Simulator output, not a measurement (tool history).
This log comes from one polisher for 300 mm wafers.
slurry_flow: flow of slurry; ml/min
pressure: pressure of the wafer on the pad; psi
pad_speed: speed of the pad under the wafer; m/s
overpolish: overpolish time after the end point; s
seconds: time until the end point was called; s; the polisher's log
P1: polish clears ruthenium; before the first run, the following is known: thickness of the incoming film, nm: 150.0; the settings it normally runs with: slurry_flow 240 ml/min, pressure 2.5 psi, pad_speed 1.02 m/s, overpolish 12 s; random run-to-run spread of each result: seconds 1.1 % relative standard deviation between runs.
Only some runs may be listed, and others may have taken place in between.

run     day  slurry_flow  pressure  pad_speed  overpolish  wafers polished on this pad  hours since the slurry nozzle was cleaned  hours since the head pressure was calibrated  seconds
  1   0.550          240       2.5       1.02          12                          245                                      387.6                                         131.3   89.018
  2   1.000          240       2.5       1.32           4                          338                                      398.4                                         142.1   68.895
  3   1.558          240       2.5       1.02           4                          453                                      411.8                                         155.5   88.027
  4   1.829          240       2.5       1.02          12                          509                                      418.3                                         162.0   90.843
  5   2.400          240       2.5       1.02          12                          626                                      432.0                                         175.7   88.616
  6   2.917          240       3.9       1.02          12                          732                                      444.4                                         188.1   57.333
  7   3.175          330       2.5       1.02          12                          786                                      450.6                                         194.3   86.018
  8   3.575          240       2.5       1.02          12                          868                                      460.2                                         203.9   88.766
  9   3.979          240       2.5       1.02          22                          951                                      469.9                                         213.6   88.860
 10   4.500          240       2.5       0.64          12                         1058                                      482.4                                         226.1  142.230
 11   4.854          240       2.5       0.78           4                         1131                                      490.9                                         234.6  117.640
 12   5.254          240       1.3       1.02          12                         1213                                      500.5                                         244.2  172.730
 13   5.529          145       2.5       1.02          12                         1270                                      507.1                                         250.8   94.884
 14   6.033          240       2.5       1.62          12                         1374                                      519.2                                         262.9   55.899
 15   6.554          170       1.6       1.02          12                         1481                                      531.7                                         275.4  143.650
 16   7.062          240       2.5       1.02          12                         1586                                      543.9                                         287.6   87.426
 17   7.475          240       2.5       1.02          12                         1670                                      553.8                                         297.5   89.208
 18   7.967          240       2.5       1.02          12                         1772                                      565.6                                         309.3   90.574
 19   8.379          240       2.5       1.02          12                         1856                                      575.5                                         319.2   91.876
 20   8.800          240       2.5       1.02          12                         1943                                      585.6                                         329.3   91.816
 21   9.242          240       2.5       1.02          12                         2034                                      596.2                                         339.9   94.724
      9.321  -- head pressure recalibrated
 22   9.788          240       2.5       1.02          12                         2146                                      609.3                                          11.2   94.425
 23  10.338          240       2.5       1.02          12                         2259                                      622.5                                          24.4   92.842

Compared with where it was, what P1 gives has crept away. Each cause listed below fits the log as well as the rest, at the size given for it:
A: removal rate lost through wear of the pad, % = 5.77
B: slurry flow missing at the pad, % = 35
The gradual shift began around day 7.475.
The rest of the possible causes, and what rules out each one:
head's pressure below its setpoint, %: serviced at day 9.321, after the drift had started, without restoring the earlier output

The 4 check runs listed below each average the results of 5 wafers, and their outcomes are marked with question marks. Under which run would the listed causes produce clearly different results?
check 1  10.888          240       2.5       1.02          19                                                                                                                              ?
check 2  10.888          240       2.5       1.02          21                                                                                                                              ?
check 3  10.888          240       3.6       1.02          21                                                                                                                              ?
check 4  10.888          145       2.5       1.02           8                                                                                                                              ?

Check results expected under each cause:
  check   result     if A     if B
check 1  seconds   94.115   94.106
check 2  seconds   94.115   94.106
check 3  seconds   65.358   65.351
check 4  seconds  101.140  104.730
Per-check spread between the two closest causes, in the result where they differ most: check 1 0.01 %; check 2 0.01 %; check 3 0.01 %; check 4 3.49 %
Check 4 is the one run that separates the causes; every other check would come out nearly the same whichever cause is at work.

With check 4 done, the readings were: seconds 101.800 s. Identify which of the listed causes applies.

The correct cause is A, namely: removal rate lost through wear of the pad, %.
